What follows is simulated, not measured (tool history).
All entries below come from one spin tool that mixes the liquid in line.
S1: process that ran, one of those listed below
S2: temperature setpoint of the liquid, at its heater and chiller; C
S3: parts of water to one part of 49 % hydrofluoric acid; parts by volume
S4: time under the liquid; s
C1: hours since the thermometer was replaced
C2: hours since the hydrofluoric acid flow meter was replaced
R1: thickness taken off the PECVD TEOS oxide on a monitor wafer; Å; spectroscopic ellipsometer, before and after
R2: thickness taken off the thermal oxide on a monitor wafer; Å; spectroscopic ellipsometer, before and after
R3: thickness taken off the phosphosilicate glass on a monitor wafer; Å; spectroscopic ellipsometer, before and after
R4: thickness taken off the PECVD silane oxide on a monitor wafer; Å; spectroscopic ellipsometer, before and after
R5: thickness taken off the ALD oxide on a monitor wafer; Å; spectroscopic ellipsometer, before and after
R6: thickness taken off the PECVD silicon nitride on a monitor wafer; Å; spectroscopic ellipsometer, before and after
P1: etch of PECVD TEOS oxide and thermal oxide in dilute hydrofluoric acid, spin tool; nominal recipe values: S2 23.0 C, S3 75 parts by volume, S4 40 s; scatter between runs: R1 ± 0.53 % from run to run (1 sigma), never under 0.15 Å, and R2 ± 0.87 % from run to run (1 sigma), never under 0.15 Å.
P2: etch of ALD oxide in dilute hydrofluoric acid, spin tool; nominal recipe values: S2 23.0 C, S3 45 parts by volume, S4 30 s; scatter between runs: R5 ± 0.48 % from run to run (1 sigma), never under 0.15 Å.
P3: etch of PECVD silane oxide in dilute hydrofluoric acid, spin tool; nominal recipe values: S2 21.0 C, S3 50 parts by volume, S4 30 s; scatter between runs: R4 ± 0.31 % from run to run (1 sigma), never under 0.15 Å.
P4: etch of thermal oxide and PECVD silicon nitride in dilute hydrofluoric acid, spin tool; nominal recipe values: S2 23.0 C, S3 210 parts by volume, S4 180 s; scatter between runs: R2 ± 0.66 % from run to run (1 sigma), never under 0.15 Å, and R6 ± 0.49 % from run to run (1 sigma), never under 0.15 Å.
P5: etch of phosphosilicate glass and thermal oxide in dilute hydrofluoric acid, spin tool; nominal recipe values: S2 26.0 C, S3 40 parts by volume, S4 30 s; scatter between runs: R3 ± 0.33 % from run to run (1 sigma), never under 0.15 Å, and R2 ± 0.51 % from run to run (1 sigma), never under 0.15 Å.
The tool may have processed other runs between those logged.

| run | hour | S1 | S2 | S3 | S4 | C1 | C2 | R1 | R2 | R3 | R4 | R5 | R6 |
|---|---|---|---|---|---|---|---|---|---|---|---|---|---|
| 1 | 10.7 | P1 | 23.0 | 75 | 40 | 274.9 | 381.1 | 124.260 | 25.102 |  |  |  |  |
| 2 | 22.5 | P5 | 26.0 | 55 | 30 | 286.7 | 392.9 |  | 30.657 | 983.64 |  |  |  |
| 3 | 36.3 | P3 | 21.0 | 50 | 30 | 300.5 | 406.7 |  |  |  | 119.27 |  |  |
| 4 | 49.9 | P1 | 23.0 | 110 | 40 | 314.1 | 420.3 | 80.798 | 16.066 |  |  |  |  |
| 5 | 60.7 | P3 | 21.0 | 30 | 30 | 324.9 | 431.1 |  |  |  | 204.65 |  |  |
| 6 | 76.7 | P1 | 23.0 | 75 | 40 | 340.9 | 447.1 | 123.130 | 24.726 |  |  |  |  |
| 7 | 84.7 | P3 | 21.0 | 50 | 15 | 348.9 | 455.1 |  |  |  | 59.59 |  |  |
| 8 | 98.4 | P1 | 23.0 | 75 | 75 | 362.6 | 468.8 | 231.800 | 46.239 |  |  |  |  |
| 9 | 109.8 | P2 | 30.5 | 45 | 30 | 374.0 | 480.2 |  |  |  |  | 141.170 |  |
| 10 | 125.4 | P1 | 17.5 | 75 | 40 | 389.6 | 495.8 | 96.807 | 19.770 |  |  |  |  |
| 11 | 141.7 | P1 | 23.0 | 75 | 40 | 405.9 | 512.1 | 123.510 | 24.403 |  |  |  |  |
| 12 | 159.1 | P5 | 30.0 | 40 | 30 | 423.3 | 529.5 |  | 49.844 | 1620.30 |  |  |  |
| 13 | 172.9 | P1 | 30.5 | 75 | 40 | 437.1 | 543.3 | 165.320 | 33.613 |  |  |  |  |
| 14 | 189.9 | P3 | 27.5 | 50 | 30 | 454.1 | 560.3 |  |  |  | 156.17 |  |  |
| 15 | 201.1 | P5 | 26.0 | 40 | 15 | 465.3 | 571.5 |  | 20.941 | 690.82 |  |  |  |
| 16 | 208.9 | P1 | 23.0 | 75 | 40 | 473.1 | 579.3 | 122.860 | 24.929 |  |  |  |  |
| 17 | 225.0 | P4 | 23.0 | 210 | 180 | 489.2 | 595.4 |  | 35.406 |  |  |  | 47.300 |
| 18 | 238.3 | P2 | 23.0 | 75 | 30 | 502.5 | 608.7 |  |  |  |  | 60.747 |  |
| 19 | 248.6 | P4 | 27.5 | 210 | 180 | 512.8 | 619.0 |  | 42.357 |  |  |  | 61.923 |

Expected results for the next run?
| 20 | 256.6 | P5 | 26.0 | 40 | 30 | 520.8 | 627.0 |  | ? | ? |  |  |  |

{"run 20": {"R2": 42.667, "R3": 1373.0}}

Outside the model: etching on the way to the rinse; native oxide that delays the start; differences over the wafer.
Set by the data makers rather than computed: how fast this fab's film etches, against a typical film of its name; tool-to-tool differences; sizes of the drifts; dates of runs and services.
